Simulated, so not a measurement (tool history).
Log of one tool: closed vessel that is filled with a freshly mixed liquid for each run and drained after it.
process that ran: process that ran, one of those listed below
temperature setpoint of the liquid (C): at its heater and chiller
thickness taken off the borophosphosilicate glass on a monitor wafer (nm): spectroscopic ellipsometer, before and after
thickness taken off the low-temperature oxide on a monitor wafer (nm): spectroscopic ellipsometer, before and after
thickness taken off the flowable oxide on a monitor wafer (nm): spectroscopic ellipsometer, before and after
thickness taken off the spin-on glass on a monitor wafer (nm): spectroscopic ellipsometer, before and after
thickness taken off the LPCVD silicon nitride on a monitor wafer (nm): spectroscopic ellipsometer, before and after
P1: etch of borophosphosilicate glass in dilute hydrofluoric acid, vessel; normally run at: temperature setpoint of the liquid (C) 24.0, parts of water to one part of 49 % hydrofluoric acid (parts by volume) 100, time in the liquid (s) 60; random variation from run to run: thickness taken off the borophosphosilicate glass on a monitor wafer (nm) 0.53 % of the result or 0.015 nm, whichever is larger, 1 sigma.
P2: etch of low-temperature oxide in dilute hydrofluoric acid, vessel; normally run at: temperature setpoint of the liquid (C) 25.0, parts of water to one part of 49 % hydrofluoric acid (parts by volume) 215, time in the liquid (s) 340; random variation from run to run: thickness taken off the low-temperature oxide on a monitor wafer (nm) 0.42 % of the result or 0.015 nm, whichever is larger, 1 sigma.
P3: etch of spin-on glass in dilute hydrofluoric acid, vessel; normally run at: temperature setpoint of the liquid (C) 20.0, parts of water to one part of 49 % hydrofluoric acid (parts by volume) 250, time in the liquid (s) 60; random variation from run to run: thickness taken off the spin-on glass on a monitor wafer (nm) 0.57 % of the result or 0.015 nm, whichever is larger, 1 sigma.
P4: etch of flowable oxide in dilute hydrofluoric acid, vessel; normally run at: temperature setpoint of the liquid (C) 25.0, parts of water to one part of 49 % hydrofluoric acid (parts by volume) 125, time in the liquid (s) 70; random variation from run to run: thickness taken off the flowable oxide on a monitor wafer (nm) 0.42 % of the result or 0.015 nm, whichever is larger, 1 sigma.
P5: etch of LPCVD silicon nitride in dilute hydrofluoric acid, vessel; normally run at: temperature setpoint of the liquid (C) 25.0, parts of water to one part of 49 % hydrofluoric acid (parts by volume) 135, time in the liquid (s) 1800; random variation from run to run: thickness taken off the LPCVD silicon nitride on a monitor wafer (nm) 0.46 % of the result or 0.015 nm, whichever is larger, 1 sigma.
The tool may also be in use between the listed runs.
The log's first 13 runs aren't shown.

run	day	process that ran	temperature setpoint of the liquid (C)	parts of water to one part of 49 % hydrofluoric acid (parts by volume)	time in the liquid (s)	hours since the thermometer was replaced	hours since the hydrofluoric acid flow meter was replaced	thickness taken off the borophosphosilicate glass on a monitor wafer (nm)	thickness taken off the low-temperature oxide on a monitor wafer (nm)	thickness taken off the flowable oxide on a monitor wafer (nm)	thickness taken off the spin-on glass on a monitor wafer (nm)	thickness taken off the LPCVD silicon nitride on a monitor wafer (nm)
14	5.354	P3	20.0	250	60	513.1	549.6				6.1298	
15	5.746	P3	20.0	450	60	522.5	559.0				2.8742	
16	5.988	P1	20.0	175	60	528.3	564.8	15.337				
17	6.254	P4	33.5	125	70	534.7	571.2			36.702		
18	6.729	P5	25.0	20	1800	546.1	582.6					47.179
19	7.246	P1	24.0	100	60	558.5	595.0	34.639				
20	7.658	P2	29.0	215	340	568.4	604.9		39.072			
21	8.092	P1	24.0	100	60	578.8	615.3	34.381				
22	8.588	P1	24.0	25	30	590.7	627.2	76.626				
23	8.900	P5	32.0	135	1800	598.2	634.7					11.386
24	9.425	P3	20.0	250	30	610.8	647.3				3.0614	
25	9.712	P4	25.0	125	70	617.7	654.2			26.744		
26	10.000	P4	25.0	125	30	624.6	661.1			11.489		
27	10.362	P2	25.0	215	340	633.3	669.8		34.032			

Forecast run 28:
28	10.896	P1	24.0	50	60	646.1	682.6	?				

thickness taken off the borophosphosilicate glass on a monitor wafer (nm): 73.908
